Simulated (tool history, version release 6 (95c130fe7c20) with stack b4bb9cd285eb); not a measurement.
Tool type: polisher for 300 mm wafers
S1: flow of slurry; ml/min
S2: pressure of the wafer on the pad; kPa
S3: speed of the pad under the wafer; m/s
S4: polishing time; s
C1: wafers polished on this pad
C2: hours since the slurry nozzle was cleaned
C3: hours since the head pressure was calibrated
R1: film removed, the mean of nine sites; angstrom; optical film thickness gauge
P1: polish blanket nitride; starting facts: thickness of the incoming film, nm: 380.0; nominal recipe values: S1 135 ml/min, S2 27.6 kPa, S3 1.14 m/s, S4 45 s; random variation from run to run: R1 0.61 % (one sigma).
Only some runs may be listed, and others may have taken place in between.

{"run": 1, "day": 0.096, "S1": 135, "S2": 27.6, "S3": 1.14, "S4": 45, "C1": 309, "C2": 452.2, "C3": 1009.0, "R1": 912.72}
{"run": 2, "day": 0.208, "S1": 195, "S2": 27.6, "S3": 1.14, "S4": 45, "C1": 336, "C2": 454.9, "C3": 1011.7, "R1": 964.71}
{"run": 3, "day": 0.392, "S1": 135, "S2": 12.4, "S3": 1.14, "S4": 45, "C1": 381, "C2": 459.3, "C3": 1016.1, "R1": 414.16}
{"run": 4, "day": 0.525, "S1": 135, "S2": 27.6, "S3": 1.14, "S4": 45, "C1": 414, "C2": 462.5, "C3": 1019.3, "R1": 919.84}
{"run": 5, "day": 0.679, "S1": 135, "S2": 27.6, "S3": 0.62, "S4": 45, "C1": 452, "C2": 466.2, "C3": 1023.0, "R1": 559.18}
{"run": 6, "day": 0.842, "S1": 135, "S2": 27.6, "S3": 1.14, "S4": 45, "C1": 492, "C2": 470.1, "C3": 1026.9, "R1": 912.79}
{"run": 7, "day": 1.021, "S1": 95, "S2": 27.6, "S3": 1.14, "S4": 45, "C1": 536, "C2": 474.4, "C3": 1031.2, "R1": 847.01}
{"run": 8, "day": 1.129, "S1": 95, "S2": 27.6, "S3": 0.52, "S4": 45, "C1": 563, "C2": 477.0, "C3": 1033.8, "R1": 452.61}
{"run": 9, "day": 1.283, "S1": 135, "S2": 27.6, "S3": 1.14, "S4": 45, "C1": 601, "C2": 480.7, "C3": 1037.5, "R1": 918.43}
{"run": 10, "day": 1.417, "S1": 135, "S2": 27.6, "S3": 1.42, "S4": 59, "C1": 633, "C2": 483.9, "C3": 1040.7, "R1": 1438.3}
{"run": 11, "day": 1.588, "S1": 135, "S2": 12.4, "S3": 1.14, "S4": 59, "C1": 675, "C2": 488.0, "C3": 1044.8, "R1": 538.57}
{"run": 12, "day": 1.708, "S1": 135, "S2": 27.6, "S3": 1.14, "S4": 45, "C1": 705, "C2": 490.9, "C3": 1047.7, "R1": 902.57}
{"run": 13, "day": 1.825, "S1": 135, "S2": 35.9, "S3": 1.14, "S4": 45, "C1": 734, "C2": 493.7, "C3": 1050.5, "R1": 1190.3}
{"run": 14, "day": 1.908, "S1": 135, "S2": 27.6, "S3": 1.78, "S4": 45, "C1": 754, "C2": 495.7, "C3": 1052.5, "R1": 1298.2}
{"run": 15, "day": 2.092, "S1": 135, "S2": 27.6, "S3": 1.14, "S4": 45, "C1": 799, "C2": 500.1, "C3": 1056.9, "R1": 910.42}
{"run": 16, "day": 2.204, "S1": 135, "S2": 27.6, "S3": 1.14, "S4": 22, "C1": 827, "C2": 502.8, "C3": 1059.6, "R1": 448.43}
{"run": 17, "day": 2.4, "S1": 135, "S2": 27.6, "S3": 1.14, "S4": 71, "C1": 875, "C2": 507.5, "C3": 1064.3, "R1": 1440.2}
{"run": 18, "day": 2.583, "S1": 135, "S2": 27.6, "S3": 1.14, "S4": 45, "C1": 920, "C2": 511.9, "C3": 1068.7, "R1": 917.77}
{"run": 19, "day": 2.671, "S1": 135, "S2": 27.6, "S3": 1.14, "S4": 45, "C1": 942, "C2": 514.0, "C3": 1070.8, "R1": 894.43}
{"run": 20, "day": 2.817, "S1": 135, "S2": 27.6, "S3": 1.14, "S4": 45, "C1": 977, "C2": 517.5, "C3": 1074.3, "R1": 865.94}
{"run": 21, "day": 2.992, "S1": 135, "S2": 27.6, "S3": 1.14, "S4": 45, "C1": 1020, "C2": 521.7, "C3": 1078.5, "R1": 847.46}
{"run": 22, "day": 3.171, "S1": 135, "S2": 27.6, "S3": 1.14, "S4": 45, "C1": 1064, "C2": 526.0, "C3": 1082.8, "R1": 838.54}
{"day": 3.271, "done": "head pressure recalibrated"}
{"run": 23, "day": 3.271, "S1": 135, "S2": 27.6, "S3": 1.14, "S4": 45, "C1": 1089, "C2": 528.4, "C3": 0.0, "R1": 832.32}
{"run": 24, "day": 3.467, "S1": 135, "S2": 27.6, "S3": 1.14, "S4": 45, "C1": 1137, "C2": 533.1, "C3": 4.7, "R1": 820.4}
{"run": 25, "day": 3.625, "S1": 135, "S2": 27.6, "S3": 1.14, "S4": 45, "C1": 1176, "C2": 536.9, "C3": 8.5, "R1": 821.73}

Something has made what P1 gives creep away from where it was; the 2 causes below, each at its own stated size, fit the log equally well:
A: slurry flow missing at the pad, % = 37.9
B: removal rate lost through wear of the pad, % = 10.6
At approximately day 2.583, the process output began to creep.
Why every other cause is out:
head's pressure below its setpoint, %: work on it at day 3.271, done after the drift set in, did not restore what the process gave before

4 check runs are offered, each on 2 wafers whose results are averaged, their results left as question marks. Which one tells the causes apart?
{"run": "check 1", "day": 3.783, "S1": 195, "S2": 27.6, "S3": 0.68, "S4": 45, "R1": "?"}
{"run": "check 2", "day": 3.783, "S1": 135, "S2": 27.6, "S3": 1.72, "S4": 65, "R1": "?"}
{"run": "check 3", "day": 3.783, "S1": 135, "S2": 12.4, "S3": 1.14, "S4": 68, "R1": "?"}
{"run": "check 4", "day": 3.783, "S1": 135, "S2": 27.6, "S3": 0.74, "S4": 45, "R1": "?"}

If the cause were each of the candidates in turn, the checks would give the following:
check=check_1 result=R1 if_A=591.96 if_B=573.55
check=check_2 result=R1 if_A=1640.70 if_B=1641.00
check=check_3 result=R1 if_A=555.82 if_B=555.94
check=check_4 result=R1 if_A=578.48 if_B=578.60
Minimum pairwise separation of causes per check, each pair taken at its best-separating result: check 1 3.16 %; check 2 0.02 %; check 3 0.02 %; check 4 0.02 %
Check 1 is the one run that separates the causes; every other check would come out nearly the same whichever cause is at work.

Running check 1 produced the following: R1 588.69 angstrom. Which one of the listed causes fits?

Of the candidate causes, it is A: slurry flow missing at the pad, %.

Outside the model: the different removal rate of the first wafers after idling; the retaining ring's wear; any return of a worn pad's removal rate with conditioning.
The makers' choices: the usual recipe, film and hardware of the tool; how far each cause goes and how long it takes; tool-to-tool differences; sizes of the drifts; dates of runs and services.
